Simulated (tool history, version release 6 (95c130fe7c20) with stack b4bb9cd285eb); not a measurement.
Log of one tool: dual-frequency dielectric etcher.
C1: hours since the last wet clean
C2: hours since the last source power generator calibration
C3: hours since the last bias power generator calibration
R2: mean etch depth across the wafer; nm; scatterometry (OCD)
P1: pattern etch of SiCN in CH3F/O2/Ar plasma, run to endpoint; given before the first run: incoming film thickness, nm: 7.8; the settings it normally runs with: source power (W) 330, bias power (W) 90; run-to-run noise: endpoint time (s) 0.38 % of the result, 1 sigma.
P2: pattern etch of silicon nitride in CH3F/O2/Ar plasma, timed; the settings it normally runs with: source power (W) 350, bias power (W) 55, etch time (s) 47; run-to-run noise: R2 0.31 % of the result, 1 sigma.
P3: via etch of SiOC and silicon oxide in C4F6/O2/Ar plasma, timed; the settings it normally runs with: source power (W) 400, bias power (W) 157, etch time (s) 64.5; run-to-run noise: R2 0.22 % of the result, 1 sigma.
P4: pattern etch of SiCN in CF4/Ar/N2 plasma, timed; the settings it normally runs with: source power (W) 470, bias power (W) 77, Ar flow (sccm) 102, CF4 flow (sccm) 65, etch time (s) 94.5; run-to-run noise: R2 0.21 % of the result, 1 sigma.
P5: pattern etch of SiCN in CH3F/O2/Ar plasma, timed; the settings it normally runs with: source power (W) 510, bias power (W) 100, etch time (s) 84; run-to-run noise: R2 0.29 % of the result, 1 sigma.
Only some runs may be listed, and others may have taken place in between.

Run 1, hour 7.2: process that ran P1, source power (W) 330, bias power (W) 90; C1 236.1; C2 530.3; C3 1318.9. Result: endpoint time (s) 20.468.
Run 2, hour 16.2: process that ran P1, source power (W) 330, bias power (W) 107; C1 245.1; C2 539.3; C3 1327.9. Result: endpoint time (s) 19.314.
Run 3, hour 25.7: process that ran P5, source power (W) 510, bias power (W) 100, etch time (s) 125; C1 254.6; C2 548.8; C3 1337.4. Result: R2 57.422 nm.
Run 4, hour 31.2: process that ran P1, source power (W) 330, bias power (W) 90; C1 260.1; C2 554.3; C3 1342.9. Result: endpoint time (s) 20.493.
Run 5, hour 37.7: process that ran P3, source power (W) 400, bias power (W) 221, etch time (s) 64.5; C1 266.6; C2 560.8; C3 1349.4. Result: R2 74.038 nm.
Run 6, hour 46.1: process that ran P1, source power (W) 260, bias power (W) 90; C1 275; C2 569.2; C3 1357.8. Result: endpoint time (s) 22.488.
Run 7, hour 50.6: process that ran P4, source power (W) 470, bias power (W) 77, etch time (s) 94.5, Ar flow (sccm) 102, CF4 flow (sccm) 84; C1 279.5; C2 573.7; C3 1362.3. Result: R2 88.502 nm.
Run 8, hour 54.8: process that ran P2, source power (W) 250, bias power (W) 55, etch time (s) 47; C1 283.7; C2 577.9; C3 1366.5. Result: R2 25.469 nm.
Run 9, hour 61.9: process that ran P3, source power (W) 400, bias power (W) 157, etch time (s) 64.5; C1 290.8; C2 585; C3 1373.6. Result: R2 66.299 nm.
Run 10, hour 66.2: process that ran P1, source power (W) 400, bias power (W) 90; C1 295.1; C2 589.3; C3 1377.9. Result: endpoint time (s) 19.081.
Run 11, hour 74.4: process that ran P4, source power (W) 470, bias power (W) 77, etch time (s) 94.5, Ar flow (sccm) 102, CF4 flow (sccm) 65; C1 303.3; C2 597.5; C3 1386.1. Result: R2 85.767 nm.
Run 12, hour 80: process that ran P4, source power (W) 470, bias power (W) 102, etch time (s) 94.5, Ar flow (sccm) 102, CF4 flow (sccm) 65; C1 308.9; C2 603.1; C3 1391.7. Result: R2 94.913 nm.
Run 13, hour 87.2: process that ran P4, source power (W) 470, bias power (W) 77, etch time (s) 94.5, Ar flow (sccm) 124, CF4 flow (sccm) 65; C1 316.1; C2 610.3; C3 1398.9. Result: R2 82.849 nm.
Run 14, hour 92.3: process that ran P5, source power (W) 510, bias power (W) 100, etch time (s) 84; C1 321.2; C2 615.4; C3 1404. Result: R2 38.237 nm.
Run 15, hour 99.5: process that ran P2, source power (W) 350, bias power (W) 55, etch time (s) 47; C1 328.4; C2 622.6; C3 1411.2. Result: R2 29.009 nm.
Run 16, hour 104.3: process that ran P4, source power (W) 470, bias power (W) 77, etch time (s) 119.5, Ar flow (sccm) 102, CF4 flow (sccm) 65; C1 333.2; C2 627.4; C3 1416. Result: R2 108.09 nm.
Run 17, hour 111.4: process that ran P2, source power (W) 350, bias power (W) 55, etch time (s) 34; C1 340.3; C2 634.5; C3 1423.1. Result: R2 20.972 nm.
Run 18, hour 117.2: process that ran P1, source power (W) 330, bias power (W) 90; C1 346.1; C2 640.3; C3 1428.9. Result: endpoint time (s) 20.447.
At hour 118.7: wet clean of the chamber.
Run 19, hour 124: process that ran P3, source power (W) 480, bias power (W) 157, etch time (s) 64.5; C1 5.4; C2 647.1; C3 1435.7. Result: R2 71.2 nm.

What will run 20 give?
Run 20, hour 130.6: process that ran P5, source power (W) 380, bias power (W) 100, etch time (s) 84; C1 12; C2 653.7; C3 1442.3. Result: R2 ?.

For run 20 the tool returned R2 34.321 nm.

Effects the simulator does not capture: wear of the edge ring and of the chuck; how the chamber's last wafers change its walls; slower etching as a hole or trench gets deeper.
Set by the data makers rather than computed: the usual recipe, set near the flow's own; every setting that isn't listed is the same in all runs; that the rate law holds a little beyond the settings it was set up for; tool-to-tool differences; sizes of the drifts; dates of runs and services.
